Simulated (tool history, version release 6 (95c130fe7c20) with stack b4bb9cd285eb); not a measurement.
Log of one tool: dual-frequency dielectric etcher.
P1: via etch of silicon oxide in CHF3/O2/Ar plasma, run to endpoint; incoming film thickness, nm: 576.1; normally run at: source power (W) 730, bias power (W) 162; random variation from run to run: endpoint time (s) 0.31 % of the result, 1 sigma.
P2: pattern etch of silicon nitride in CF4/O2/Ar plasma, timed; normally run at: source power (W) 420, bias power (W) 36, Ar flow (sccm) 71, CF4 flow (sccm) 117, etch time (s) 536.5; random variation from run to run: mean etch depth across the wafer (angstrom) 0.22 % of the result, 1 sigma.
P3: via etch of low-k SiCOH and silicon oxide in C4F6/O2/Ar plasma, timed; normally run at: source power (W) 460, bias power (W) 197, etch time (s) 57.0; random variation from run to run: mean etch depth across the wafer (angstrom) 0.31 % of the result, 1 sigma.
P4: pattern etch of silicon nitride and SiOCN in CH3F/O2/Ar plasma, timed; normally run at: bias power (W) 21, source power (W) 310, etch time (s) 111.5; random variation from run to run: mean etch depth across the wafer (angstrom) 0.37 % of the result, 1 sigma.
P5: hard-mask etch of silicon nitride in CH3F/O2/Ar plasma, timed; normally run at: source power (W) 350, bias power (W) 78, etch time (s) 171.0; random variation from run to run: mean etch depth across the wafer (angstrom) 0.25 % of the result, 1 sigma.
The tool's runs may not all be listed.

run,hour,process that ran,source power (W),bias power (W),etch time (s),Ar flow (sccm),CF4 flow (sccm),hours since the last wet clean,hours since the last source power generator calibration,hours since the last bias power generator calibration,endpoint time (s),mean etch depth across the wafer (angstrom)
1,9.6,P1,730,162,,,,128.6,1417.9,466.5,282.05,
2,21.3,P1,730,162,,,,140.3,1429.6,478.2,281.22,
3,29.5,P5,350,78,171.0,,,148.5,1437.8,486.4,,1138.900
4,45.1,P1,600,195,,,,164.1,1453.4,502.0,284.85,
5,52.5,P2,420,36,536.5,71,88,171.5,1460.8,509.4,,7956.600
6,69.3,P1,590,162,,,,188.3,1477.6,526.2,306.71,
7,80.0,P4,310,21,65.0,,,199.0,1488.3,536.9,,76.417
8,89.5,P3,320,197,57.0,,,208.5,1497.8,546.4,,1520.100
9,102.2,P1,730,211,,,,221.2,1510.5,559.1,259.26,
10,115.1,P2,420,36,536.5,51,117,234.1,1523.4,572.0,,8488.900
11,124.9,P1,730,126,,,,243.9,1533.2,581.8,304.59,
# hour 128.7: wet clean of the chamber
12,137.6,P4,310,21,111.5,,,8.9,1545.9,594.5,,129.990
13,148.6,P4,410,21,111.5,,,19.9,1556.9,605.5,,144.780
14,162.5,P3,460,277,57.0,,,33.8,1570.8,619.4,,1953.400
15,179.3,P3,460,197,31.5,,,50.6,1587.6,636.2,,965.570
16,189.2,P2,280,36,536.5,71,117,60.5,1597.5,646.1,,5743.800
17,206.2,P2,420,36,536.5,71,117,77.5,1614.5,663.1,,8188.900
18,215.3,P2,420,36,376.5,71,117,86.6,1623.6,672.2,,5755.900
# hour 220.5: bias power generator calibrated
19,231.8,P3,460,197,57.0,,,103.1,1640.1,11.4,,1760.600
20,241.3,P2,420,45,536.5,71,117,112.6,1649.6,20.9,,8853.600
21,254.6,P5,230,78,171.0,,,125.9,1662.9,34.2,,984.230
22,262.0,P1,940,162,,,,133.3,1670.3,41.6,254.46,
23,279.0,P4,310,13,111.5,,,150.3,1687.3,58.6,,106.560
24,292.3,P5,350,99,171.0,,,163.6,1700.6,71.9,,1249.700
25,305.9,P1,730,162,,,,177.2,1714.2,85.5,282.17,
26,317.0,P5,350,78,100.5,,,188.3,1725.3,96.6,,672.580
27,328.6,P1,730,162,,,,199.9,1736.9,108.2,281.60,
28,336.3,P1,730,162,,,,207.6,1744.6,115.9,281.09,
29,350.0,P1,730,162,,,,221.3,1758.3,129.6,283.94,
30,358.8,P1,730,162,,,,230.1,1767.1,138.4,284.33,
31,373.5,P1,730,162,,,,244.8,1781.8,153.1,286.13,
32,385.8,P1,730,162,,,,257.1,1794.1,165.4,287.11,
# hour 392.8: wet clean of the chamber
33,402.2,P1,730,162,,,,9.5,1810.5,181.8,286.45,
34,417.7,P1,730,162,,,,25.0,1826.0,197.3,285.41,

What P1 gives has crept away from where it was. These 2 causes fit the log equally well, each at the size given:
A: source power that arrives under what is set, % = 3.99
B: bias power that arrives under what is set, % = 4.76
The creep began at about hour 336.3.
Why every other cause is out:
chamber walls in a state that lowers the etch rate, %: serviced at hour 392.8, which brought nothing back

4 check runs are offered, one wafer each, their results left as question marks. Which one tells the causes apart?
check 1,433.2,P2,340,36,536.5,51,117,,,,,?
check 2,433.2,P5,250,99,171.0,,,,,,,?
check 3,433.2,P3,360,197,34.5,,,,,,,?
check 4,433.2,P4,310,13,111.5,,,,,,,?

What each check would give under each cause:
check,result,if A,if B
check 1,mean etch depth across the wafer (angstrom),6771.200,6909.700
check 2,mean etch depth across the wafer (angstrom),1086.400,1082.800
check 3,mean etch depth across the wafer (angstrom),947.420,947.410
check 4,mean etch depth across the wafer (angstrom),105.230,104.750
How far apart the two closest causes lie, in the result that separates them most: check 1 2.02 %; check 2 0.33 %; check 3 0 %; check 4 0.46 %
Only check 1 tells the causes apart: in the others they would give nearly the same result.

Check 1 was then run and gave: mean etch depth across the wafer (angstrom) 6756.500. Which cause is it?

It is A: source power that arrives under what is set, %.
